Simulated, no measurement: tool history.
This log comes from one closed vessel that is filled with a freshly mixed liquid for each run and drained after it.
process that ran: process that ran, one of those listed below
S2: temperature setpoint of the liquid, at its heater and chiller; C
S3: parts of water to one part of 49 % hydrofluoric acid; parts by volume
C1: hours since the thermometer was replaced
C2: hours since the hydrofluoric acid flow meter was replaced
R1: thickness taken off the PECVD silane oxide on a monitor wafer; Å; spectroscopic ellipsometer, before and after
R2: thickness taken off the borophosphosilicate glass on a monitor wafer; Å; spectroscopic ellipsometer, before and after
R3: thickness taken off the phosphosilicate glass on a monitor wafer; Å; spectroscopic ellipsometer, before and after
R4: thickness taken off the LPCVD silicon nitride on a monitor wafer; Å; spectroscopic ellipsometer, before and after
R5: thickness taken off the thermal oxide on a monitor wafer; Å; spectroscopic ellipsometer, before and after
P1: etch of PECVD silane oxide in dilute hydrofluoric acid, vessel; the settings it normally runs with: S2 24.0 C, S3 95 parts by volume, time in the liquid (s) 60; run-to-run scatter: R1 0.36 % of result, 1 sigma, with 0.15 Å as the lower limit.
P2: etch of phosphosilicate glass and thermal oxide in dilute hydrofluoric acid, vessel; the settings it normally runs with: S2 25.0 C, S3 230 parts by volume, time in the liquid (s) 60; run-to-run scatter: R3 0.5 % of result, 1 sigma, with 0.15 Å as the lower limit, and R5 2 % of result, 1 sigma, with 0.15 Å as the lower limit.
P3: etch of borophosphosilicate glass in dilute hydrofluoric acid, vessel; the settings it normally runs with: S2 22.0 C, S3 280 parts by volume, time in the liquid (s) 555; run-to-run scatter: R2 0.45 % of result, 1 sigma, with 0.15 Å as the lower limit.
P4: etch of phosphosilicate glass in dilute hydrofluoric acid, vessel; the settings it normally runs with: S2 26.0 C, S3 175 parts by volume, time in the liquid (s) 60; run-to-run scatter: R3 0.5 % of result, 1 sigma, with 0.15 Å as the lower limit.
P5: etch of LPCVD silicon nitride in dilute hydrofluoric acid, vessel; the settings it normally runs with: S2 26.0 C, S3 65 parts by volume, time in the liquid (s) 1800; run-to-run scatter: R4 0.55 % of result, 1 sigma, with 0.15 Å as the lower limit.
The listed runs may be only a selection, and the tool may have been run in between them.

Run 1, hour 10.4: process that ran P1, S2 24.0 C, S3 95 parts by volume, time in the liquid (s) 60; C1 728.1; C2 1246.5. Result: R1 256.50 Å.
Run 2, hour 19.6: process that ran P1, S2 24.0 C, S3 95 parts by volume, time in the liquid (s) 60; C1 737.3; C2 1255.7. Result: R1 256.52 Å.
Run 3, hour 25.5: process that ran P1, S2 24.0 C, S3 95 parts by volume, time in the liquid (s) 60; C1 743.2; C2 1261.6. Result: R1 255.46 Å.
Run 4, hour 36.7: process that ran P3, S2 17.0 C, S3 280 parts by volume, time in the liquid (s) 555; C1 754.4; C2 1272.8. Result: R2 347.40 Å.
Run 5, hour 45.2: process that ran P4, S2 26.0 C, S3 175 parts by volume, time in the liquid (s) 60; C1 762.9; C2 1281.3. Result: R3 200.27 Å.
Run 6, hour 56.2: process that ran P1, S2 24.0 C, S3 95 parts by volume, time in the liquid (s) 60; C1 773.9; C2 1292.3. Result: R1 255.57 Å.
Run 7, hour 62.6: process that ran P4, S2 26.0 C, S3 175 parts by volume, time in the liquid (s) 90; C1 780.3; C2 1298.7. Result: R3 301.50 Å.
Run 8, hour 69.7: process that ran P1, S2 20.5 C, S3 95 parts by volume, time in the liquid (s) 30; C1 787.4; C2 1305.8. Result: R1 110.31 Å.
Run 9, hour 81.2: process that ran P1, S2 24.0 C, S3 180 parts by volume, time in the liquid (s) 60; C1 798.9; C2 1317.3. Result: R1 121.50 Å.
Run 10, hour 87.9: process that ran P1, S2 24.0 C, S3 95 parts by volume, time in the liquid (s) 60; C1 805.6; C2 1324.0. Result: R1 256.27 Å.
Run 11, hour 97.7: process that ran P5, S2 26.0 C, S3 65 parts by volume, time in the liquid (s) 1800; C1 815.4; C2 1333.8. Result: R4 180.380 Å.
Run 12, hour 107.8: process that ran P2, S2 25.0 C, S3 230 parts by volume, time in the liquid (s) 60; C1 825.5; C2 1343.9. Result: R3 361.94 Å, R5 11.3010 Å.
Run 13, hour 116.0: process that ran P2, S2 25.0 C, S3 230 parts by volume, time in the liquid (s) 30; C1 833.7; C2 1352.1. Result: R3 180.59 Å, R5 5.0645 Å.
Run 14, hour 127.3: process that ran P1, S2 28.5 C, S3 95 parts by volume, time in the liquid (s) 60; C1 845.0; C2 1363.4. Result: R1 305.37 Å.
Run 15, hour 140.1: process that ran P2, S2 25.0 C, S3 145 parts by volume, time in the liquid (s) 60; C1 857.8; C2 1376.2. Result: R3 627.57 Å, R5 18.9890 Å.
Run 16, hour 150.0: process that ran P4, S2 32.5 C, S3 175 parts by volume, time in the liquid (s) 60; C1 867.7; C2 1386.1. Result: R3 250.69 Å.
Run 17, hour 160.8: process that ran P5, S2 31.0 C, S3 65 parts by volume, time in the liquid (s) 1800; C1 878.5; C2 1396.9. Result: R4 247.700 Å.
Run 18, hour 167.3: process that ran P4, S2 26.0 C, S3 175 parts by volume, time in the liquid (s) 60; C1 885.0; C2 1403.4. Result: R3 200.56 Å.
Run 19, hour 176.1: process that ran P2, S2 18.0 C, S3 230 parts by volume, time in the liquid (s) 60; C1 893.8; C2 1412.2. Result: R3 278.55 Å, R5 8.1545 Å.
Run 20, hour 185.2: process that ran P1, S2 24.0 C, S3 25 parts by volume, time in the liquid (s) 30; C1 902.9; C2 1421.3. Result: R1 529.38 Å.
Run 21, hour 194.6: process that ran P1, S2 24.0 C, S3 95 parts by volume, time in the liquid (s) 30; C1 912.3; C2 1430.7. Result: R1 127.38 Å.
Run 22, hour 201.4: process that ran P4, S2 26.0 C, S3 55 parts by volume, time in the liquid (s) 60; C1 919.1; C2 1437.5. Result: R3 743.41 Å.
Run 23, hour 210.3: process that ran P5, S2 26.0 C, S3 65 parts by volume, time in the liquid (s) 370; C1 928.0; C2 1446.4. Result: R4 37.006 Å.
Run 24, hour 220.3: process that ran P3, S2 22.0 C, S3 60 parts by volume, time in the liquid (s) 555; C1 938.0; C2 1456.4. Result: R2 2480.50 Å.
Run 25, hour 233.1: process that ran P3, S2 22.0 C, S3 280 parts by volume, time in the liquid (s) 555; C1 950.8; C2 1469.2. Result: R2 420.17 Å.
Run 26, hour 239.1: process that ran P1, S2 24.0 C, S3 95 parts by volume, time in the liquid (s) 60; C1 956.8; C2 1475.2. Result: R1 255.32 Å.
Run 27, hour 245.2: process that ran P5, S2 26.0 C, S3 65 parts by volume, time in the liquid (s) 1800; C1 962.9; C2 1481.3. Result: R4 180.980 Å.
Run 28, hour 256.5: process that ran P1, S2 24.0 C, S3 55 parts by volume, time in the liquid (s) 60; C1 974.2; C2 1492.6. Result: R1 464.89 Å.
Run 29, hour 265.2: process that ran P1, S2 17.5 C, S3 95 parts by volume, time in the liquid (s) 60; C1 982.9; C2 1501.3. Result: R1 196.01 Å.
Run 30, hour 273.7: process that ran P5, S2 26.0 C, S3 35 parts by volume, time in the liquid (s) 1800; C1 991.4; C2 1509.8. Result: R4 328.680 Å.
Run 31, hour 286.6: process that ran P1, S2 24.0 C, S3 95 parts by volume, time in the liquid (s) 110; C1 1004.3; C2 1522.7. Result: R1 469.28 Å.
Run 32, hour 295.6: process that ran P3, S2 22.0 C, S3 280 parts by volume, time in the liquid (s) 145; C1 1013.3; C2 1531.7. Result: R2 109.25 Å.
Run 33, hour 302.2: process that ran P1, S2 24.0 C, S3 95 parts by volume, time in the liquid (s) 60; C1 1019.9; C2 1538.3. Result: R1 254.80 Å.
Run 34, hour 312.0: process that ran P1, S2 24.0 C, S3 95 parts by volume, time in the liquid (s) 60; C1 1029.7; C2 1548.1. Result: R1 261.03 Å.
Run 35, hour 319.1: process that ran P1, S2 24.0 C, S3 95 parts by volume, time in the liquid (s) 60; C1 1036.8; C2 1555.2. Result: R1 264.78 Å.
Run 36, hour 327.9: process that ran P1, S2 24.0 C, S3 95 parts by volume, time in the liquid (s) 60; C1 1045.6; C2 1564.0. Result: R1 268.17 Å.
Run 37, hour 335.8: process that ran P1, S2 24.0 C, S3 95 parts by volume, time in the liquid (s) 60; C1 1053.5; C2 1571.9. Result: R1 268.11 Å.
Run 38, hour 344.6: process that ran P1, S2 24.0 C, S3 95 parts by volume, time in the liquid (s) 60; C1 1062.3; C2 1580.7. Result: R1 272.01 Å.
Run 39, hour 358.1: process that ran P1, S2 24.0 C, S3 95 parts by volume, time in the liquid (s) 60; C1 1075.8; C2 1594.2. Result: R1 274.30 Å.
Run 40, hour 369.6: process that ran P1, S2 24.0 C, S3 95 parts by volume, time in the liquid (s) 60; C1 1087.3; C2 1605.7. Result: R1 272.14 Å.
Run 41, hour 379.5: process that ran P1, S2 24.0 C, S3 95 parts by volume, time in the liquid (s) 60; C1 1097.2; C2 1615.6. Result: R1 273.52 Å.
Run 42, hour 392.5: process that ran P1, S2 24.0 C, S3 95 parts by volume, time in the liquid (s) 60; C1 1110.2; C2 1628.6. Result: R1 275.27 Å.
Run 43, hour 401.8: process that ran P1, S2 24.0 C, S3 95 parts by volume, time in the liquid (s) 60; C1 1119.5; C2 1637.9. Result: R1 276.16 Å.

Something has made what P1 gives creep away from where it was; the 2 causes below, each at its own stated size, fit the log equally well:
A: hydrofluoric acid flow above the setpoint (%) = 6.69
B: liquid hotter than its thermometer reads (K) = 1.83
Onset of the creep was near hour 302.2.

Below are 4 check runs, each on a single wafer, with their results shown as question marks. Which of them would tell the listed causes apart, meaning the causes would give clearly different results under it?
Run check 1, hour 411.1: process that ran P3, S2 19.0 C, S3 75 parts by volume, time in the liquid (s) 555. Result: R2 ?.
Run check 2, hour 411.1: process that ran P4, S2 26.0 C, S3 55 parts by volume, time in the liquid (s) 60. Result: R3 ?.
Run check 3, hour 411.1: process that ran P5, S2 26.0 C, S3 40 parts by volume, time in the liquid (s) 460. Result: R4 ?.
Run check 4, hour 411.1: process that ran P2, S2 19.5 C, S3 165 parts by volume, time in the liquid (s) 60. Result: R3 ?, R5 ?.

Check results expected under each cause:
  check  result     if A     if B
check 1      R2  1840.90  1852.70
check 2      R3   793.80   796.75
check 3      R4   78.933   83.660
check 4      R3   474.00   472.37
check 4      R5  14.0940  14.0460
Per-check spread between the two closest causes, in the result where they differ most: check 1 0.64 %; check 2 0.37 %; check 3 5.82 %; check 4 0.34 %
Check 3 is the one run that separates the causes; every other check would come out nearly the same whichever cause is at work.

Check 3 was carried out, with these results: R4 83.506 Å. Which of the listed causes is responsible?

The cause is B: liquid hotter than its thermometer reads (K).
